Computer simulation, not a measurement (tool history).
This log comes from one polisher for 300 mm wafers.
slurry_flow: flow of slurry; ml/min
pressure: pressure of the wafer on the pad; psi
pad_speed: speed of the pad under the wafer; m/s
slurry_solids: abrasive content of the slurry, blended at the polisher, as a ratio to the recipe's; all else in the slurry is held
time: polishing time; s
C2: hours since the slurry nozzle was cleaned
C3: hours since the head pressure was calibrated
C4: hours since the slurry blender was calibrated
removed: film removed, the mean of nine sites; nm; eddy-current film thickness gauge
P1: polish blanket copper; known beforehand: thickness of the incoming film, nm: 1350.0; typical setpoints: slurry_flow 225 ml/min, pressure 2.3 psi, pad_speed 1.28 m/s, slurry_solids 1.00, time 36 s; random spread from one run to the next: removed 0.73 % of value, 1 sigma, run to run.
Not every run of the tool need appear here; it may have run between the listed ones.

{"run": 1, "hour": 4.5, "slurry_flow": 225, "pressure": 2.3, "pad_speed": 1.28, "slurry_solids": 1.0, "time": 36, "wafers polished on this pad": 382, "C2": 176.8, "C3": 251.3, "C4": 150.7, "removed": 98.333}
{"run": 2, "hour": 8.3, "slurry_flow": 225, "pressure": 2.3, "pad_speed": 0.78, "slurry_solids": 1.0, "time": 36, "wafers polished on this pad": 430, "C2": 180.6, "C3": 255.1, "C4": 154.5, "removed": 60.179}
{"run": 3, "hour": 11.7, "slurry_flow": 340, "pressure": 2.3, "pad_speed": 1.28, "slurry_solids": 0.75, "time": 36, "wafers polished on this pad": 473, "C2": 184.0, "C3": 258.5, "C4": 157.9, "removed": 97.266}
{"run": 4, "hour": 16.6, "slurry_flow": 225, "pressure": 2.3, "pad_speed": 1.28, "slurry_solids": 0.65, "time": 36, "wafers polished on this pad": 536, "C2": 188.9, "C3": 263.4, "C4": 162.8, "removed": 90.565}
{"run": 5, "hour": 20.9, "slurry_flow": 315, "pressure": 2.3, "pad_speed": 1.28, "slurry_solids": 1.0, "time": 36, "wafers polished on this pad": 590, "C2": 193.2, "C3": 267.7, "C4": 167.1, "removed": 101.28}
{"run": 6, "hour": 23.8, "slurry_flow": 225, "pressure": 2.3, "pad_speed": 1.28, "slurry_solids": 1.0, "time": 36, "wafers polished on this pad": 627, "C2": 196.1, "C3": 270.6, "C4": 170.0, "removed": 99.02}
{"run": 7, "hour": 29.7, "slurry_flow": 225, "pressure": 2.3, "pad_speed": 1.28, "slurry_solids": 1.0, "time": 36, "wafers polished on this pad": 702, "C2": 202.0, "C3": 276.5, "C4": 175.9, "removed": 98.19}
{"run": 8, "hour": 34.8, "slurry_flow": 225, "pressure": 2.3, "pad_speed": 1.28, "slurry_solids": 1.0, "time": 36, "wafers polished on this pad": 767, "C2": 207.1, "C3": 281.6, "C4": 181.0, "removed": 99.786}
{"run": 9, "hour": 39.2, "slurry_flow": 135, "pressure": 2.3, "pad_speed": 1.28, "slurry_solids": 1.0, "time": 36, "wafers polished on this pad": 823, "C2": 211.5, "C3": 286.0, "C4": 185.4, "removed": 92.029}
{"run": 10, "hour": 43.2, "slurry_flow": 155, "pressure": 2.3, "pad_speed": 0.8, "slurry_solids": 1.0, "time": 36, "wafers polished on this pad": 874, "C2": 215.5, "C3": 290.0, "C4": 189.4, "removed": 58.412}
{"run": 11, "hour": 48.2, "slurry_flow": 225, "pressure": 1.2, "pad_speed": 1.28, "slurry_solids": 1.0, "time": 36, "wafers polished on this pad": 938, "C2": 220.5, "C3": 295.0, "C4": 194.4, "removed": 52.089}
{"run": 12, "hour": 52.7, "slurry_flow": 225, "pressure": 2.3, "pad_speed": 1.28, "slurry_solids": 1.0, "time": 36, "wafers polished on this pad": 995, "C2": 225.0, "C3": 299.5, "C4": 198.9, "removed": 100.6}
{"run": 13, "hour": 57.4, "slurry_flow": 225, "pressure": 2.3, "pad_speed": 1.28, "slurry_solids": 1.0, "time": 49, "wafers polished on this pad": 1055, "C2": 229.7, "C3": 304.2, "C4": 203.6, "removed": 135.15}
{"run": 14, "hour": 62.4, "slurry_flow": 225, "pressure": 2.3, "pad_speed": 1.92, "slurry_solids": 0.6, "time": 36, "wafers polished on this pad": 1118, "C2": 234.7, "C3": 309.2, "C4": 208.6, "removed": 133.43}
{"run": 15, "hour": 67.5, "slurry_flow": 225, "pressure": 3.4, "pad_speed": 1.28, "slurry_solids": 1.0, "time": 36, "wafers polished on this pad": 1183, "C2": 239.8, "C3": 314.3, "C4": 213.7, "removed": 145.62}
{"run": 16, "hour": 73.0, "slurry_flow": 225, "pressure": 2.3, "pad_speed": 1.28, "slurry_solids": 1.45, "time": 36, "wafers polished on this pad": 1253, "C2": 245.3, "C3": 319.8, "C4": 219.2, "removed": 107.95}
{"run": 17, "hour": 78.7, "slurry_flow": 225, "pressure": 2.3, "pad_speed": 1.28, "slurry_solids": 1.0, "time": 17, "wafers polished on this pad": 1326, "C2": 251.0, "C3": 325.5, "C4": 224.9, "removed": 47.011}
{"run": 18, "hour": 81.9, "slurry_flow": 225, "pressure": 2.3, "pad_speed": 1.76, "slurry_solids": 1.0, "time": 36, "wafers polished on this pad": 1366, "C2": 254.2, "C3": 328.7, "C4": 228.1, "removed": 137.22}
{"run": 19, "hour": 87.0, "slurry_flow": 225, "pressure": 2.3, "pad_speed": 1.28, "slurry_solids": 1.0, "time": 36, "wafers polished on this pad": 1431, "C2": 259.3, "C3": 333.8, "C4": 233.2, "removed": 100.21}
{"run": 20, "hour": 92.5, "slurry_flow": 225, "pressure": 2.3, "pad_speed": 1.28, "slurry_solids": 1.0, "time": 36, "wafers polished on this pad": 1501, "C2": 264.8, "C3": 339.3, "C4": 238.7, "removed": 96.525}
{"run": 21, "hour": 97.5, "slurry_flow": 225, "pressure": 2.3, "pad_speed": 1.28, "slurry_solids": 1.0, "time": 36, "wafers polished on this pad": 1565, "C2": 269.8, "C3": 344.3, "C4": 243.7, "removed": 94.089}
{"hour": 99.2, "done": "slurry blender recalibrated"}
{"run": 22, "hour": 101.9, "slurry_flow": 225, "pressure": 2.3, "pad_speed": 1.28, "slurry_solids": 1.0, "time": 36, "wafers polished on this pad": 1621, "C2": 274.2, "C3": 348.7, "C4": 2.7, "removed": 95.195}
{"hour": 102.5, "done": "head pressure recalibrated"}
{"run": 23, "hour": 106.0, "slurry_flow": 225, "pressure": 2.3, "pad_speed": 1.28, "slurry_solids": 1.0, "time": 36, "wafers polished on this pad": 1673, "C2": 278.3, "C3": 3.6, "C4": 6.8, "removed": 94.454}
{"run": 24, "hour": 109.9, "slurry_flow": 225, "pressure": 2.3, "pad_speed": 1.28, "slurry_solids": 1.0, "time": 36, "wafers polished on this pad": 1723, "C2": 282.2, "C3": 7.5, "C4": 10.7, "removed": 93.927}
{"run": 25, "hour": 114.5, "slurry_flow": 225, "pressure": 2.3, "pad_speed": 1.28, "slurry_solids": 1.0, "time": 36, "wafers polished on this pad": 1781, "C2": 286.8, "C3": 12.1, "C4": 15.3, "removed": 94.445}
{"run": 26, "hour": 118.8, "slurry_flow": 225, "pressure": 2.3, "pad_speed": 1.28, "slurry_solids": 1.0, "time": 36, "wafers polished on this pad": 1836, "C2": 291.1, "C3": 16.4, "C4": 19.6, "removed": 94.393}

The output of P1 has drifted from where it used to be. Each of the 2 causes below, taken at the size shown beside it, accounts for the log equally well:
A: removal rate lost through wear of the pad, % = 5.5
B: slurry flow missing at the pad, % = 32.5
The creep began at about hour 87.0.
Other possible causes, and why each is ruled out:
head's pressure below its setpoint, %: maintenance at hour 102.5, after the shift began, did not return the process to its former output
abrasive missing from the slurry, %: maintenance at hour 99.2, after the shift began, did not return the process to its former output

Which of the check runs below tells the causes apart, meaning the causes would give it clearly different results? Each run uses 3 wafers whose results are averaged, and each result is shown as a question mark.
{"run": "check 1", "hour": 123.1, "slurry_flow": 225, "pressure": 2.3, "pad_speed": 1.28, "slurry_solids": 1.0, "time": 21, "removed": "?"}
{"run": "check 2", "hour": 123.1, "slurry_flow": 135, "pressure": 2.8, "pad_speed": 1.28, "slurry_solids": 1.0, "time": 36, "removed": "?"}
{"run": "check 3", "hour": 123.1, "slurry_flow": 225, "pressure": 2.3, "pad_speed": 1.28, "slurry_solids": 0.65, "time": 36, "removed": "?"}
{"run": "check 4", "hour": 123.1, "slurry_flow": 225, "pressure": 2.3, "pad_speed": 0.8, "slurry_solids": 0.8, "time": 36, "removed": "?"}

What every check run would give for each of its results, assuming each possible cause in turn:
check=check_1 result=removed if_A=54.707 if_B=54.700
check=check_2 result=removed if_A=105.590 if_B=102.070
check=check_3 result=removed if_A=85.719 if_B=85.708
check=check_4 result=removed if_A=55.914 if_B=55.906
Distance between the nearest two causes, measured in the result of the check that separates them most: check 1 0.01 %; check 2 3.39 %; check 3 0.01 %; check 4 0.01 %
Only in check 2 would the causes give clearly different results; in the remaining checks their results would be nearly the same.

Then check 2 was run and gave: removed 102.160 nm. Which cause is it?

The cause is B: slurry flow missing at the pad, %.
